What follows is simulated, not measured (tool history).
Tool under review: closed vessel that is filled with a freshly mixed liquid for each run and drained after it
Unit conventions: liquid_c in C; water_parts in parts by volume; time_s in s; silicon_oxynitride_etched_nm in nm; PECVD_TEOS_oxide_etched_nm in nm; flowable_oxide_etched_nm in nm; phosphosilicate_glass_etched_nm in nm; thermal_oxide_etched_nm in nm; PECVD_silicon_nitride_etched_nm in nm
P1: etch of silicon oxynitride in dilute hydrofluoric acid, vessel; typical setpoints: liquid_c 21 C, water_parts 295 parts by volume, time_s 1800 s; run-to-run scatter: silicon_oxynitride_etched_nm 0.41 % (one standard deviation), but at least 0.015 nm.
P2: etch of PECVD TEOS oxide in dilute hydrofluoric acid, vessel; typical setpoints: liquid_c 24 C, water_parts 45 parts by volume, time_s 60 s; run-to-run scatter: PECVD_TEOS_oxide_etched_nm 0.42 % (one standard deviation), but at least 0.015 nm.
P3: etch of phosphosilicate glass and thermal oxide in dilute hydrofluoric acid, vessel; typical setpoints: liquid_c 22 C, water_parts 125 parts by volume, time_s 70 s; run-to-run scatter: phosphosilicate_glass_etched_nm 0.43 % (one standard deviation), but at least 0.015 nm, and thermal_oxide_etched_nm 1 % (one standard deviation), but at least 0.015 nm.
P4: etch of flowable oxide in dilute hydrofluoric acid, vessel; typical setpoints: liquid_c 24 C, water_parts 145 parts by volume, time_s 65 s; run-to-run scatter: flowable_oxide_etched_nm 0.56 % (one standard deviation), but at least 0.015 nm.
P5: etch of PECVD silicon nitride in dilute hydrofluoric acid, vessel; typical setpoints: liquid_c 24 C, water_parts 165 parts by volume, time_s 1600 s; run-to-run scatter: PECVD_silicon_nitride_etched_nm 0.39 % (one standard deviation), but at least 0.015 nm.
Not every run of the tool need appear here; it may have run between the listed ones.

| run | day | process | liquid_c | water_parts | time_s | hours since the thermometer was replaced | hours since the hydrofluoric acid flow meter was replaced | silicon_oxynitride_etched_nm | PECVD_TEOS_oxide_etched_nm | flowable_oxide_etched_nm | phosphosilicate_glass_etched_nm | thermal_oxide_etched_nm | PECVD_silicon_nitride_etched_nm |
|---|---|---|---|---|---|---|---|---|---|---|---|---|---|
| 1 | 0.446 | P1 | 21 | 295 | 1800 | 271.3 | 97 | 6.5159 |  |  |  |  |  |
| 2 | 0.996 | P2 | 24 | 45 | 30 | 284.5 | 110.2 |  | 6.1147 |  |  |  |  |
| 3 | 1.588 | P4 | 24 | 260 | 65 | 298.7 | 124.4 |  |  | 10.716 |  |  |  |
| 4 | 2.062 | P3 | 22 | 45 | 70 | 310.1 | 135.8 |  |  |  | 132.52 | 7.1283 |  |
| 5 | 2.492 | P4 | 24 | 145 | 30 | 320.4 | 146.1 |  |  | 10.059 |  |  |  |
| 6 | 2.942 | P1 | 21 | 295 | 2985 | 331.2 | 156.9 | 10.875 |  |  |  |  |  |
| 7 | 3.325 | P3 | 17.5 | 125 | 70 | 340.4 | 166.1 |  |  |  | 36.405 | 1.9273 |  |
| 8 | 3.712 | P3 | 22 | 125 | 70 | 349.7 | 175.4 |  |  |  | 43.686 | 2.3325 |  |
| 9 | 4.017 | P5 | 24 | 165 | 3010 | 357 | 182.7 |  |  |  |  |  | 103.74 |
| 10 | 4.421 | P1 | 21 | 295 | 1800 | 366.7 | 192.4 | 6.4856 |  |  |  |  |  |
| 11 | 4.871 | P4 | 28.5 | 145 | 65 | 377.5 | 203.2 |  |  | 25.994 |  |  |  |
| 12 | 5.208 | P1 | 21 | 295 | 635 | 385.6 | 211.3 | 2.2973 |  |  |  |  |  |
| 13 | 5.712 | P1 | 21 | 295 | 1800 | 397.7 | 223.4 | 6.5286 |  |  |  |  |  |
| 14 | 6.05 | P1 | 17.5 | 105 | 1800 | 405.8 | 231.5 | 17.584 |  |  |  |  |  |
| 15 | 6.554 | P5 | 24 | 165 | 1600 | 417.9 | 243.6 |  |  |  |  |  | 55.63 |
| 16 | 6.85 | P2 | 24 | 45 | 60 | 425 | 250.7 |  | 12.09 |  |  |  |  |
| 17 | 7.112 | P3 | 22 | 125 | 135 | 431.3 | 257 |  |  |  | 83.96 | 4.4856 |  |
| 18 | 7.408 | P2 | 17 | 45 | 60 | 438.4 | 264.1 |  | 9.0093 |  |  |  |  |
| 19 | 7.721 | P1 | 21 | 45 | 1800 | 445.9 | 271.6 | 50.895 |  |  |  |  |  |
| 20 | 8.242 | P1 | 21 | 295 | 1800 | 458.4 | 284.1 | 6.5231 |  |  |  |  |  |
| 21 | 8.642 | P5 | 20 | 165 | 1600 | 468 | 293.7 |  |  |  |  |  | 42.486 |
| 22 | 9.225 | P4 | 24 | 145 | 65 | 482 | 307.7 |  |  | 22.089 |  |  |  |
| 23 | 9.775 | P1 | 27 | 395 | 1800 | 495.2 | 320.9 | 5.8824 |  |  |  |  |  |
| 24 | 10.208 | P1 | 21 | 545 | 1800 | 505.6 | 331.3 | 3.0617 |  |  |  |  |  |
| 25 | 10.483 | P1 | 21 | 295 | 1800 | 512.2 | 337.9 | 6.4759 |  |  |  |  |  |
| 26 | 10.908 | P1 | 28.5 | 295 | 465 | 522.4 | 348.1 | 2.301 |  |  |  |  |  |
| 27 | 11.229 | P5 | 24 | 45 | 1600 | 530.1 | 355.8 |  |  |  |  |  | 198.61 |
| 28 | 11.612 | P1 | 21 | 295 | 1800 | 539.3 | 365 | 6.5569 |  |  |  |  |  |
| 29 | 12.188 | P2 | 24 | 20 | 60 | 553.1 | 378.8 |  | 28.187 |  |  |  |  |
| 30 | 12.721 | P2 | 24 | 45 | 60 | 565.9 | 391.6 |  | 12.051 |  |  |  |  |
| 31 | 13.046 | P1 | 27 | 295 | 1800 | 573.7 | 399.4 | 8.413 |  |  |  |  |  |
| 32 | 13.592 | P1 | 17 | 295 | 1800 | 586.8 | 412.5 | 5.4389 |  |  |  |  |  |
| 33 | 13.875 | P1 | 21 | 295 | 1800 | 593.6 | 419.3 | 6.5527 |  |  |  |  |  |
| 34 | 14.142 | P1 | 21 | 295 | 1800 | 600 | 425.7 | 6.4031 |  |  |  |  |  |
| 35 | 14.612 | P1 | 21 | 295 | 1800 | 611.3 | 437 | 6.3055 |  |  |  |  |  |
| 36 | 15.167 | P1 | 21 | 295 | 1800 | 624.6 | 450.3 | 6.1772 |  |  |  |  |  |
| 37 | 15.483 | P1 | 21 | 295 | 1800 | 632.2 | 457.9 | 6.1741 |  |  |  |  |  |
| 38 | 16.038 | P1 | 21 | 295 | 1800 | 645.5 | 471.2 | 6.133 |  |  |  |  |  |
| 39 | 16.471 | P1 | 21 | 295 | 1800 | 655.9 | 481.6 | 6.0677 |  |  |  |  |  |
| 40 | 16.917 | P1 | 21 | 295 | 1800 | 666.6 | 492.3 | 6.0748 |  |  |  |  |  |
| 41 | 17.5 | P1 | 21 | 295 | 1800 | 680.6 | 506.3 | 6.0348 |  |  |  |  |  |
| 42 | 17.946 | P1 | 21 | 295 | 1800 | 691.3 | 517 | 6.0051 |  |  |  |  |  |

Forecast run 43:
| 43 | 18.517 | P1 | 21 | 295 | 1800 | 705 | 530.7 | ? |  |  |  |  |  |

silicon_oxynitride_etched_nm: 6.05 nm
